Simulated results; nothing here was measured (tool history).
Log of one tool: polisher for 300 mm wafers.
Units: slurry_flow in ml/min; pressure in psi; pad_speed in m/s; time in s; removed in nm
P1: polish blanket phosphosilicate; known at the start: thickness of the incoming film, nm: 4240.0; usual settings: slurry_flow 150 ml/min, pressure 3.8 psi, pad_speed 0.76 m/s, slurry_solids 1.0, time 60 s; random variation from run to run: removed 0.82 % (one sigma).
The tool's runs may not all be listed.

run	hour	slurry_flow	pressure	pad_speed	slurry_solids	time	wafers polished on this pad	hours since the slurry nozzle was cleaned	hours since the head pressure was calibrated	hours since the slurry blender was calibrated	hours since the conditioning disc was replaced	removed
1	4.8	150	3.8	0.76	1.0	60	505	205.9	416.5	327.3	84.9	499.92
2	11.2	150	5.2	0.76	1.0	60	574	212.3	422.9	333.7	91.3	682.64
3	15.0	150	1.8	0.76	1.0	42	615	216.1	426.7	337.5	95.1	163.61
4	20.2	150	3.8	0.76	1.0	60	672	221.3	431.9	342.7	100.3	495.79
# hour 22.1: head pressure recalibrated
5	25.8	150	3.8	0.76	1.0	41	733	226.9	3.7	348.3	105.9	339.75
6	31.5	90	3.8	0.76	1.0	60	795	232.6	9.4	354.0	111.6	443.65
7	37.3	185	3.8	1.02	1.0	60	858	238.4	15.2	359.8	117.4	654.22
8	40.6	150	3.8	0.76	1.4	60	894	241.7	18.5	363.1	120.7	573.53
9	43.8	200	3.8	0.76	1.0	60	928	244.9	21.7	366.3	123.9	517.14
10	50.4	150	3.8	0.76	1.0	60	1000	251.5	28.3	372.9	130.5	489.35
11	56.2	150	3.8	0.76	0.5	60	1063	257.3	34.1	378.7	136.3	339.68
12	60.8	115	3.8	1.04	1.0	60	1113	261.9	38.7	383.3	140.9	602.01
13	67.3	150	3.8	0.76	1.0	90	1184	268.4	45.2	389.8	147.4	755.80
14	71.1	150	3.8	0.76	1.0	60	1225	272.2	49.0	393.6	151.2	496.31
15	75.9	150	3.8	0.36	1.0	60	1277	277.0	53.8	398.4	156.0	275.81
16	80.3	150	1.8	0.76	1.0	60	1325	281.4	58.2	402.8	160.4	235.23
17	84.1	150	3.8	1.06	1.0	60	1366	285.2	62.0	406.6	164.2	647.72
18	90.7	150	3.8	0.76	1.0	60	1438	291.8	68.6	413.2	170.8	494.86
19	96.3	150	3.8	0.76	1.0	60	1499	297.4	74.2	418.8	176.4	498.31
20	103.1	150	3.8	0.76	1.0	60	1573	304.2	81.0	425.6	183.2	480.50
21	109.0	150	3.8	0.76	1.0	60	1637	310.1	86.9	431.5	189.1	459.44
22	112.7	150	3.8	0.76	1.0	60	1677	313.8	90.6	435.2	192.8	461.21
23	117.8	150	3.8	0.76	1.0	60	1733	318.9	95.7	440.3	197.9	458.98
# hour 120.3: conditioning disc replaced and pad reconditioned
24	123.3	150	3.8	0.76	1.0	60	1792	324.4	101.2	445.8	3.0	461.66
# hour 125.7: worn pad replaced by a new one
# hour 126.1: slurry nozzle cleaned
25	129.4	150	3.8	0.76	1.0	60	40	3.4	107.3	451.9	9.1	452.59
26	133.9	150	3.8	0.76	1.0	60	89	7.9	111.8	456.4	13.6	459.08
27	138.2	150	3.8	0.76	1.0	60	135	12.2	116.1	460.7	17.9	455.93

What P1 gives has crept away from where it was. These 2 causes fit the log equally well, each at the size given:
A: abrasive missing from the slurry, % = 16.8
B: head's pressure below its setpoint, % = 8.43
The creep began at about hour 96.3.
Why every other cause is out:
removal rate lost through wear of the pad, %: serviced at hour 125.7, which brought nothing back
slurry flow missing at the pad, %: serviced at hour 126.1, which brought nothing back
time polished since the conditioner stopped cutting, s: serviced at hour 120.3, which brought nothing back

4 check runs are offered, each on 5 wafers whose results are averaged, their results left as question marks. Which one tells the causes apart?
check 1	142.5	185	3.8	0.96	1.00	60						?
check 2	142.5	150	3.8	1.04	1.00	60						?
check 3	142.5	180	2.5	0.76	1.00	60						?
check 4	142.5	150	3.8	0.76	0.55	60						?

What each check would give under each cause:
check	result	if A	if B
check 1	removed	565.77	565.63
check 2	removed	583.66	583.51
check 3	removed	307.55	307.48
check 4	removed	322.21	330.94
How far apart the two closest causes lie, in the result that separates them most: check 1 0.03 %; check 2 0.03 %; check 3 0.03 %; check 4 2.67 %
Only check 4 tells the causes apart: in the others they would give nearly the same result.

Then check 4 was run and gave: removed 321.05 nm. Which cause is it?

It is A: abrasive missing from the slurry, %.

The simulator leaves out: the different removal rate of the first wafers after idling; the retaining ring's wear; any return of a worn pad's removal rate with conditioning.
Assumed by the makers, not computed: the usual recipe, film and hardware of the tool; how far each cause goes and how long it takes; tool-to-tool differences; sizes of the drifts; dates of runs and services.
